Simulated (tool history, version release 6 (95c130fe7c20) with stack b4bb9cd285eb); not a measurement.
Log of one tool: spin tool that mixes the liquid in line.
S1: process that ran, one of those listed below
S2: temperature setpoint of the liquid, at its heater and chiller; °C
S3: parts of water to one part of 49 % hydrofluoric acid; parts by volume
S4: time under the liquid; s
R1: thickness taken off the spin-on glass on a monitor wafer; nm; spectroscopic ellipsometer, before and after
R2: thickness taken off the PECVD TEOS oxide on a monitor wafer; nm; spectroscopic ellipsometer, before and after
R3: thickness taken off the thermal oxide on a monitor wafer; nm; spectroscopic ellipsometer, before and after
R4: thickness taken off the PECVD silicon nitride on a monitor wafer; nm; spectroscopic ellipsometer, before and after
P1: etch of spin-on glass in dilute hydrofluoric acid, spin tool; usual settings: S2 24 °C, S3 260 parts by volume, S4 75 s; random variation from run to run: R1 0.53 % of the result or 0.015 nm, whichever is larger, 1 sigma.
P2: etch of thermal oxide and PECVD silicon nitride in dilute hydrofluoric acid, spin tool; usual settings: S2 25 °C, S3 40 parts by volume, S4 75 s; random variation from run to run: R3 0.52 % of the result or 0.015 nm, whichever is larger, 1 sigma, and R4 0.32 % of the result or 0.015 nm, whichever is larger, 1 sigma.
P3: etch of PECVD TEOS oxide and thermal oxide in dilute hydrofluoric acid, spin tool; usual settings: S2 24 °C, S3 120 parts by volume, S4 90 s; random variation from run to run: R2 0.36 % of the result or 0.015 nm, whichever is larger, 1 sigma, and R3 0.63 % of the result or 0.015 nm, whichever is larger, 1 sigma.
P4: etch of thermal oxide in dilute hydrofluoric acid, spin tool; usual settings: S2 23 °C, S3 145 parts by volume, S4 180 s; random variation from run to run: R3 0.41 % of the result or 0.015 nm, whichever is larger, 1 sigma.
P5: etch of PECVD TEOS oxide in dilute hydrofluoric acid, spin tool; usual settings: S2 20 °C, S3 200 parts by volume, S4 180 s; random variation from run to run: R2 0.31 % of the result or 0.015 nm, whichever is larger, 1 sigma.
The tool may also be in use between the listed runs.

run	hour	S1	S2	S3	S4	R1	R2	R3	R4
1	6.5	P1	24	260	75	6.6185			
2	12.8	P1	17.5	420	75	2.8187			
3	22.4	P5	27.5	200	180		9.3303		
4	30.9	P1	24	145	75	13.356			
5	38.2	P1	24	390	75	3.8768			
6	49.9	P1	24	260	135	11.852			
7	62.4	P4	28.5	145	180			6.8895	
8	69.8	P5	20	200	340		13.493		
9	76.9	P2	18.5	40	75			7.7463	5.1618
10	83.7	P3	24	20	90		138.39	24.711	
11	95.5	P2	25	40	75			10.201	8.0608
12	108.4	P2	25	40	15			2.0169	1.6211
13	120	P4	23	145	180			5.5723	
14	127.8	P5	20	60	180		27.291		
15	139.6	P1	24	260	75	6.6287			
16	152.5	P1	24	110	125	30.698			
17	160	P3	30.5	120	90		25.96	4.6079	
18	167.1	P2	25	20	75			21.054	15.695
19	173.4	P1	24	260	75	6.5313			
20	186	P1	24	260	75	6.6302			
21	194.2	P5	20	200	180		7.0431		
22	205.7	P1	24	260	75	6.6212			
23	219	P1	24	260	40	3.5383			
24	231.7	P2	25	40	75			10.159	8.0708
25	241.2	P4	23	145	260			8.1182	
26	250.5	P4	23	235	180			3.17	
27	261.6	P1	27.5	260	75	7.4367			
28	273.3	P1	18.5	425	75	2.8726			
29	282.9	P1	19.5	260	75	5.6262			
30	295.5	P3	24	120	180		40.656	7.2008	
31	303	P1	24	260	75	6.6027			
32	310.2	P1	24	260	75	6.636			
33	321.7	P4	23	145	180			5.6483	
34	331.1	P3	24	120	90		20.516	3.6312	
35	344.3	P5	20	200	180		7.0354		
36	352.4	P1	24	260	75	6.5752			
37	365.2	P1	24	260	75	6.8064			
38	375.6	P1	24	260	75	6.9711			
39	384.1	P1	24	260	75	6.9263			
40	393.6	P1	24	260	75	6.9169			
41	407.2	P1	24	260	75	6.9286			
42	420.7	P1	24	260	75	7.0011			
43	433.4	P1	24	260	75	6.9978			

What P1 gives has crept away from where it was. These 2 causes fit the log equally well, each at the size given:
A: hydrofluoric acid flow above the setpoint (%) = 4.5
B: liquid hotter than its thermometer reads (K) = 1.58
The creep began at about hour 352.4.

4 check runs are offered, one wafer each, their results left as question marks. Which one tells the causes apart?
check 1	446.1	P3	27.5	120	180		?	?	
check 2	446.1	P2	20	40	75			?	?
check 3	446.1	P4	23	230	180			?	
check 4	446.1	P5	27	200	340		?		

What each check would give under each cause:
check	result	if A	if B
check 1	R2	49.129	49.546
check 1	R3	8.692	8.7658
check 2	R3	8.688	8.8737
check 2	R4	5.9632	6.3768
check 3	R3	3.4202	3.4315
check 4	R2	18.322	18.359
How far apart the two closest causes lie, in the result that separates them most: check 1 0.85 %; check 2 6.71 %; check 3 0.33 %; check 4 0.2 %
Check 2 tells the causes apart: in the others they would give nearly the same result.

Then check 2 was run and gave: R3 8.7063 nm; R4 5.9479 nm. Which cause is it?

It is A: hydrofluoric acid flow above the setpoint (%).
